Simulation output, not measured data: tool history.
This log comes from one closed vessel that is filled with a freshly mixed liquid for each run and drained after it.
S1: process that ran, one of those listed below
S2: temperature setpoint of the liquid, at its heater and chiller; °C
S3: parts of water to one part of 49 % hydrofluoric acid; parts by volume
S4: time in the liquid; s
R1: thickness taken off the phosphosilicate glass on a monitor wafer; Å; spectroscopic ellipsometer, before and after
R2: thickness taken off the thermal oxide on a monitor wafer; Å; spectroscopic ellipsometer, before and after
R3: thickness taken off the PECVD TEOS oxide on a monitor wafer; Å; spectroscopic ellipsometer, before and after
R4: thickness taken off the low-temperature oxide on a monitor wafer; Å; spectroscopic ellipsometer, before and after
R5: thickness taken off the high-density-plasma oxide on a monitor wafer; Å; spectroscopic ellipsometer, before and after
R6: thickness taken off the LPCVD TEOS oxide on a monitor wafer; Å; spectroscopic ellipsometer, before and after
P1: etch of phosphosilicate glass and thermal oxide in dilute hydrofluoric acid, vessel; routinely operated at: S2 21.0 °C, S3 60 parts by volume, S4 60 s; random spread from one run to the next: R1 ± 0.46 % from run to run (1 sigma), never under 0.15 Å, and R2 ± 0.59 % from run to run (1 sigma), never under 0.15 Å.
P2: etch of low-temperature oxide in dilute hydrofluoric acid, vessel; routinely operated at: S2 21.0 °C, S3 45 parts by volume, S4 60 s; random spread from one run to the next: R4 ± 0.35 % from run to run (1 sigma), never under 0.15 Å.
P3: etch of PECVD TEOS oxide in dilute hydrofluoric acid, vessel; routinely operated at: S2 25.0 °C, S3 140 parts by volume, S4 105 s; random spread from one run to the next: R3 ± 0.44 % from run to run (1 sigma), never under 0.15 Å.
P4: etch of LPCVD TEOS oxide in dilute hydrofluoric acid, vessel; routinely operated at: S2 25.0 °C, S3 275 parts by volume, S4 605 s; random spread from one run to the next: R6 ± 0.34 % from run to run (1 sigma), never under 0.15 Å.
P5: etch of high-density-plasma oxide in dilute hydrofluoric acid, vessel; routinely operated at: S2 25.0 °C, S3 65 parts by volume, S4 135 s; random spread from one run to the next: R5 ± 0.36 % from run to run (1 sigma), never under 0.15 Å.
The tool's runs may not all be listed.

run     day  S1    S2   S3   S4       R1      R2        R3      R4       R5      R6
  1   0.346  P1  21.0   60   60  1430.70  41.822
  2   0.954  P1  21.0   60   60  1436.90  41.676
  3   1.700  P1  21.0   60   60  1430.50  41.254
  4   2.262  P3  25.0  140  105                    209.690
  5   2.729  P3  25.0  140  105                    211.230
  6   3.250  P2  21.0   65   60                             194.41
  7   3.967  P1  21.0   60   30   722.82  20.809
  8   4.617  P1  17.0   60   60  1207.20  35.140
  9   4.979  P5  25.0   65   30                                      26.088
 10   5.408  P2  21.0   45   60                             286.46
 11   5.942  P5  25.0   40  135                                     200.000
 12   6.704  P4  25.0  490  605                                              237.05
 13   7.092  P3  17.5  140  105                    155.600
 14   7.654  P1  21.0   20   30  2267.70  65.638
 15   8.392  P2  21.0   45   60                             287.03
 16   8.946  P4  25.0  275  605                                              515.46
 17   9.479  P1  24.5   60   60  1655.60  47.969
 18  10.021  P1  21.0   30   60  2970.60  87.726
 19  10.758  P4  25.0  275  605                                              514.04
 20  11.288  P1  21.0  100   60   813.01  23.642
 21  11.654  P1  21.0   60  110  2629.20  77.231
 22  12.308  P5  31.5   65  135                                     153.190
     12.433  -- hydrofluoric acid flow meter replaced
 23  12.642  P1  21.0   60   60  1443.40  42.214
 24  13.321  P3  25.0  140   30                     59.725
 25  13.854  P1  21.0   60   60  1427.40  42.317
 26  14.608  P2  17.0   45   60                             241.52
 27  15.342  P4  25.0  275  175                                              150.66
 28  15.812  P5  25.0   65  135                                     119.290
 29  16.362  P3  25.0   30  105                   1125.800
 30  16.975  P2  21.0   45   30                             143.32
 31  17.471  P4  29.0  275  605                                              592.50
 32  18.017  P1  21.0   60   60  1426.40  41.695
 33  18.521  P1  21.0   60   60  1467.10  42.448
 34  19.088  P1  21.0   60   60  1474.70  42.935
 35  19.688  P1  21.0   60   60  1491.50  43.492
 36  20.338  P1  21.0   60   60  1508.50  44.105
 37  20.838  P1  21.0   60   60  1501.70  43.684
 38  21.512  P1  21.0   60   60  1510.70  43.913
 39  22.279  P1  21.0   60   60  1514.50  44.359
 40  22.925  P1  21.0   60   60  1513.50  44.209
 41  23.375  P1  21.0   60   60  1519.40  44.521
 42  23.738  P1  21.0   60   60  1512.30  44.362
 43  24.262  P1  21.0   60   60  1518.70  44.692

P1 has crept away from where it was. The log is fitted equally well by each of these 2 causes, at the sizes shown:
A: liquid hotter than its thermometer reads (K) = 1.42
B: hydrofluoric acid flow above the setpoint (%) = 5.66
At approximately day 18.017, the process output began to creep.

4 check runs are offered, one wafer each, their results left as question marks. Which one tells the causes apart?
check 1  24.788  P5  29.0   65  135                   ?
check 2  24.788  P4  25.0  470  605                       ?
check 3  24.788  P3  25.0   45  105           ?
check 4  24.788  P2  17.0   55   60               ?

How each check would come out, cause by cause:
  check  result     if A     if B
check 1      R5  146.630  147.380
check 2      R6   262.70   271.55
check 3      R3  779.370  779.720
check 4      R4   207.64   207.06
How far apart the two closest causes lie, in the result that separates them most: check 1 0.51 %; check 2 3.31 %; check 3 0.04 %; check 4 0.28 %
Check 2 distinguishes between the causes, while the remaining checks would return nearly the same result for all of them.

After running check 2, the following was obtained: R6 271.78 Å. Which cause does this point to?

B is the cause: hydrofluoric acid flow above the setpoint (%).
